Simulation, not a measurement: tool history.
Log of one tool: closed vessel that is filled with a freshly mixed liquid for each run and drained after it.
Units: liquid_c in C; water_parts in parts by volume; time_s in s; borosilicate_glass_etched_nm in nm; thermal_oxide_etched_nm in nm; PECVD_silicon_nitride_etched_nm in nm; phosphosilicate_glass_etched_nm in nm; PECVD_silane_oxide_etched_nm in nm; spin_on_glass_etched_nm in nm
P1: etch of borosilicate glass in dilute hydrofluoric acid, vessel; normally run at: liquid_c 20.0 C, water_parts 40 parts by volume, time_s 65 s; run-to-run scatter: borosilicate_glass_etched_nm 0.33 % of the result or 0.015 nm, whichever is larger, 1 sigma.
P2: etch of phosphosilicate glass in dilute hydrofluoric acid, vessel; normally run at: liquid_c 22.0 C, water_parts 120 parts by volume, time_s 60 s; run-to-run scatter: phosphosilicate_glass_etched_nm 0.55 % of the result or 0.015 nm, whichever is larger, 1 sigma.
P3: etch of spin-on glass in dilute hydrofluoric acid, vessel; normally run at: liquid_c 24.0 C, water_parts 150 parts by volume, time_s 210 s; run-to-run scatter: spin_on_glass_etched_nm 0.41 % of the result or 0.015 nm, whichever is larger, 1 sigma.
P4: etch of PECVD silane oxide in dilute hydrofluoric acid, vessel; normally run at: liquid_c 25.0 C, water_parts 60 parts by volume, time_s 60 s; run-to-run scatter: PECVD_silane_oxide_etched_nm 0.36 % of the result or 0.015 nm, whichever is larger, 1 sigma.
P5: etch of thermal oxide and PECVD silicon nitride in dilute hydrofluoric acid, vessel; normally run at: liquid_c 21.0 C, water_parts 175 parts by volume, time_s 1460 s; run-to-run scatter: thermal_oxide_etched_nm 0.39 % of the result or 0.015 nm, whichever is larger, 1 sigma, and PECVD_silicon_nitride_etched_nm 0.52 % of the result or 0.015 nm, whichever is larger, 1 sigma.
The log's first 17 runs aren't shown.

run,hour,process,liquid_c,water_parts,time_s,borosilicate_glass_etched_nm,thermal_oxide_etched_nm,PECVD_silicon_nitride_etched_nm,phosphosilicate_glass_etched_nm,PECVD_silane_oxide_etched_nm,spin_on_glass_etched_nm
18,90.4,P1,25.5,55,65,42.874,,,,,
19,96.4,P1,20.0,40,125,91.745,,,,,
# hour 96.7: hydrofluoric acid flow meter replaced
20,101.5,P3,24.0,150,90,,,,,,21.369
21,106.5,P1,17.0,40,65,41.838,,,,,
22,113.7,P5,21.0,175,1460,,33.561,11.6310,,,
23,118.5,P3,24.0,150,210,,,,,,49.970
# hour 119.9: thermometer replaced
24,124.7,P1,17.0,20,65,86.074,,,,,
25,129.9,P5,17.0,175,1460,,28.690,8.8443,,,

The next listed run, before its measurement:
26,135.5,P2,22.0,120,35,,,,?,,

phosphosilicate_glass_etched_nm: 28.890 nm

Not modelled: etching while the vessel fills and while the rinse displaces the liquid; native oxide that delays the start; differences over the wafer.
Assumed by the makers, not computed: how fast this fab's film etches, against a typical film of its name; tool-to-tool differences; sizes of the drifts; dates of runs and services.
